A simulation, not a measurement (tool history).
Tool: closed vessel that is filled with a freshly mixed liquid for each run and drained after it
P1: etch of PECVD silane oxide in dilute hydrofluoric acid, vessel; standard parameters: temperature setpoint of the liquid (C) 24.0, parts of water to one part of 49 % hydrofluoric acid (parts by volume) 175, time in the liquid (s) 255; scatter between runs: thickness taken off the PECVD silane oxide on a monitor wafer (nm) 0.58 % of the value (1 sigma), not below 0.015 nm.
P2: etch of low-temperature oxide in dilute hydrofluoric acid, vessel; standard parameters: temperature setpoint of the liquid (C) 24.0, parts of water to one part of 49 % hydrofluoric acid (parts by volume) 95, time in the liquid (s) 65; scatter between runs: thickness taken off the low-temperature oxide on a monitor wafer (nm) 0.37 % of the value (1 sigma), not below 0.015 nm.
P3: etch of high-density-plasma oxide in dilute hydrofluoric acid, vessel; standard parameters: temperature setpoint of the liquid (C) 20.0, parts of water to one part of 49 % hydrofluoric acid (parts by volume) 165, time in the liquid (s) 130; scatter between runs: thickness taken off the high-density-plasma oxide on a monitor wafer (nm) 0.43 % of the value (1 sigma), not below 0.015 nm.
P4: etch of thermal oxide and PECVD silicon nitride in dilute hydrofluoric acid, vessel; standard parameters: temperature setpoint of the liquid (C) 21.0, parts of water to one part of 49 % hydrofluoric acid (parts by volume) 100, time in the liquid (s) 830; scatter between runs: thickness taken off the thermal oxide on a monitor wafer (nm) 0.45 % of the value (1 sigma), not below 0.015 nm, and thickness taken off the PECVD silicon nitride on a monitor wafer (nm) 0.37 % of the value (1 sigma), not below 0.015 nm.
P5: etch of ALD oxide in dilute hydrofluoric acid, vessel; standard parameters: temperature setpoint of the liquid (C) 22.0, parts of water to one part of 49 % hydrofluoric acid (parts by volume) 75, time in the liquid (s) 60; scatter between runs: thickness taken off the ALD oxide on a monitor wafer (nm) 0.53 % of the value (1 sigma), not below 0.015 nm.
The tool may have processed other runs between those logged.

run,hour,process that ran,temperature setpoint of the liquid (C),parts of water to one part of 49 % hydrofluoric acid (parts by volume),time in the liquid (s),thickness taken off the PECVD silane oxide on a monitor wafer (nm),thickness taken off the thermal oxide on a monitor wafer (nm),thickness taken off the PECVD silicon nitride on a monitor wafer (nm),thickness taken off the ALD oxide on a monitor wafer (nm),thickness taken off the low-temperature oxide on a monitor wafer (nm),thickness taken off the high-density-plasma oxide on a monitor wafer (nm)
1,2.7,P1,24.0,175,255,23.1280,,,,,
2,6.5,P4,21.0,100,830,,34.771,20.687,,,
3,9.1,P1,24.0,55,255,85.5910,,,,,
4,12.5,P5,22.0,75,60,,,,8.7806,,
5,16.6,P4,21.0,180,830,,17.439,11.679,,,
6,19.4,P1,24.0,175,255,23.4020,,,,,
7,22.9,P1,24.0,175,255,23.2090,,,,,
8,27.8,P1,31.0,175,255,30.4300,,,,,
9,31.6,P2,24.0,50,65,,,,,33.941,
10,35.2,P3,17.0,165,130,,,,,,6.3504
11,38.7,P5,22.0,75,60,,,,8.7532,,
12,43.4,P3,20.0,165,130,,,,,,7.1550
13,45.5,P2,24.0,95,65,,,,,16.805,
14,47.9,P4,17.0,100,830,,29.179,15.732,,,
15,50.8,P4,21.0,100,830,,34.137,20.657,,,
16,55.6,P3,20.0,165,130,,,,,,7.1756
17,58.9,P5,22.0,75,30,,,,4.4184,,
18,61.6,P5,17.0,75,60,,,,7.0966,,
19,65.2,P2,31.5,95,65,,,,,22.513,
20,67.4,P1,20.0,175,255,19.8570,,,,,
# hour 69.4: thermometer replaced
21,71.0,P1,24.0,175,485,43.6300,,,,,
22,74.8,P4,21.0,100,1340,,55.364,33.470,,,
23,77.6,P1,24.0,235,440,28.0050,,,,,
# hour 79.4: hydrofluoric acid flow meter replaced
24,80.3,P2,24.0,95,30,,,,,7.747,
25,82.6,P1,24.0,175,255,23.4240,,,,,
26,86.8,P1,24.0,175,255,23.2690,,,,,
27,89.7,P1,24.0,260,255,14.2790,,,,,
28,93.1,P3,20.0,295,130,,,,,,3.5447
29,96.8,P5,22.0,135,60,,,,4.5432,,
30,99.9,P3,20.0,165,220,,,,,,12.1800
31,104.2,P1,24.0,175,40,3.6229,,,,,
32,107.6,P1,24.0,175,255,23.6200,,,,,
33,111.7,P1,24.0,175,255,23.2590,,,,,
34,114.6,P1,24.0,175,255,23.7100,,,,,
35,117.5,P1,24.0,175,255,23.8800,,,,,
36,120.6,P1,24.0,175,255,24.2070,,,,,
37,123.0,P1,24.0,175,255,24.1800,,,,,
38,125.7,P1,24.0,175,255,24.4640,,,,,
39,128.2,P1,24.0,175,255,24.6100,,,,,
40,131.0,P1,24.0,175,255,24.4630,,,,,
41,134.7,P1,24.0,175,255,24.5160,,,,,
42,137.8,P1,24.0,175,255,24.6390,,,,,
43,141.7,P1,24.0,175,255,24.5230,,,,,
44,146.3,P1,24.0,175,255,24.4920,,,,,

The output of P1 has drifted from where it used to be. Each of the 2 causes below, taken at the size shown beside it, accounts for the log equally well:
A: liquid hotter than its thermometer reads (K) = 1.52
B: hydrofluoric acid flow above the setpoint (%) = 4.86
The creep began at about hour 111.7.

Listed below are the offered check runs, one wafer per run, with question marks in place of results. For which of them would the causes give clearly different outcomes?
check 1,150.9,P2,29.5,95,30,,,,,?,
check 2,150.9,P3,17.0,260,130,,,,,,?
check 3,150.9,P4,21.0,155,1300,,?,?,,,
check 4,150.9,P5,22.0,130,60,,,,?,,

Check results expected under each cause:
check,result,if A,if B
check 1,thickness taken off the low-temperature oxide on a monitor wafer (nm),10.193,10.158
check 2,thickness taken off the high-density-plasma oxide on a monitor wafer (nm),3.9306,3.9294
check 3,thickness taken off the thermal oxide on a monitor wafer (nm),34.724,34.580
check 3,thickness taken off the PECVD silicon nitride on a monitor wafer (nm),23.304,22.092
check 4,thickness taken off the ALD oxide on a monitor wafer (nm),5.0470,5.0200
Separation of the two closest causes in each check, using whichever result separates them best: check 1 0.35 %; check 2 0.03 %; check 3 5.34 %; check 4 0.54 %
Check 3 tells the causes apart: in the others they would give nearly the same result.

Then check 3 was run and gave: thickness taken off the thermal oxide on a monitor wafer (nm) 34.682; thickness taken off the PECVD silicon nitride on a monitor wafer (nm) 23.350. Which cause is it?

A is the cause: liquid hotter than its thermometer reads (K).

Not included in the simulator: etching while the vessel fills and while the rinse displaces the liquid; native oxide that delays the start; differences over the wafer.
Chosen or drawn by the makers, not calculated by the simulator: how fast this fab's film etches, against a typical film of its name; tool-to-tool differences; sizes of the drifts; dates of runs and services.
